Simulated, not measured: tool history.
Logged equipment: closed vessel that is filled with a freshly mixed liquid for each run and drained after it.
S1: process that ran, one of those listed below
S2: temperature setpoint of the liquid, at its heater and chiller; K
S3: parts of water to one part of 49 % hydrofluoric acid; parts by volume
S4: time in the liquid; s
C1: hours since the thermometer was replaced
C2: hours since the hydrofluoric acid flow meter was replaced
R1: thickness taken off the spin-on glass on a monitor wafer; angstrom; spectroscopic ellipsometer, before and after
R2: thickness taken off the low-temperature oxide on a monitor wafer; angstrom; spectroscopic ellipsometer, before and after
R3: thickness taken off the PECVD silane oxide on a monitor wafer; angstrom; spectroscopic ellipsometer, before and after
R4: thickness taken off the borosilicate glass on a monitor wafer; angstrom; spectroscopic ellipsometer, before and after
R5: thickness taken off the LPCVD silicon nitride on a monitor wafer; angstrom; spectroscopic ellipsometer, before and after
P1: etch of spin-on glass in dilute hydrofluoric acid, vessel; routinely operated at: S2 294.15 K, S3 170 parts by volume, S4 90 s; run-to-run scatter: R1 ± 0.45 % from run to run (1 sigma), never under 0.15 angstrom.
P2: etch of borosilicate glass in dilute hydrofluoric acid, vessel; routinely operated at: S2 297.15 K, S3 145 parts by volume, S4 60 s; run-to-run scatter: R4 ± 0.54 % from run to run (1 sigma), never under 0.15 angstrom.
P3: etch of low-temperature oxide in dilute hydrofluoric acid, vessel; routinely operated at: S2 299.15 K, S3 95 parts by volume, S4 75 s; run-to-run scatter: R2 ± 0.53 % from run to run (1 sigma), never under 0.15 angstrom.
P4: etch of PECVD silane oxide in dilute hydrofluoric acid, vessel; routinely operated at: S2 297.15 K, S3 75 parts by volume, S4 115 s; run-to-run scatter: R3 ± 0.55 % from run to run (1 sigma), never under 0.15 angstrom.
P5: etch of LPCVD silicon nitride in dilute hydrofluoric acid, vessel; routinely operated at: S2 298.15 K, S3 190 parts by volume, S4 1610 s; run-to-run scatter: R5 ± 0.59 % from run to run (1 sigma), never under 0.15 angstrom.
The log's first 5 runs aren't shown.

run	hour	S1	S2	S3	S4	C1	C2	R1	R2	R3	R4	R5
6	59.7	P2	290.15	145	60	440	325.3				85.655	
7	69.9	P3	299.15	140	75	450.2	335.5		77.681			
8	76.9	P5	298.15	190	1610	457.2	342.5					41.427
9	82.9	P1	294.15	170	90	463.2	348.5	155.43				
10	92.6	P2	297.15	145	110	472.9	358.2				205.68	
11	99.2	P5	298.15	190	1610	479.5	364.8					41.792
12	108.1	P1	294.15	85	90	488.4	373.7	340.26				
13	116.2	P5	298.15	305	1610	496.5	381.8					26.265
14	125.9	P1	290.15	170	90	506.2	391.5	131.77				
15	135.6	P2	297.15	225	60	515.9	401.2				66.984	
16	141.2	P3	299.15	95	30	521.5	406.8		48.549			
17	148.4	P5	298.15	190	2695	528.7	414					69.696
18	159.6	P1	294.15	170	155	539.9	425.2	266.82				
19	169.7	P3	294.65	95	75	550	435.3		101.63			
20	177.1	P1	294.15	170	90	557.4	442.7	155.71				
21	185.3	P4	297.15	75	205	565.6	450.9			422.09		
22	190.6	P1	294.15	290	90	570.9	456.2	81.204				
23	201.1	P1	294.15	170	30	581.4	466.7	51.412				
24	207.1	P2	297.15	145	60	587.4	472.7				112.7	
25	215	P1	290.15	170	30	595.3	480.6	44.005				
26	224.7	P3	299.15	95	75	605	490.3		121.76			

Forecast run 27:
27	234.4	P4	297.15	75	115	614.7	500			?		

Run 27 measured R3 237.21 angstrom.
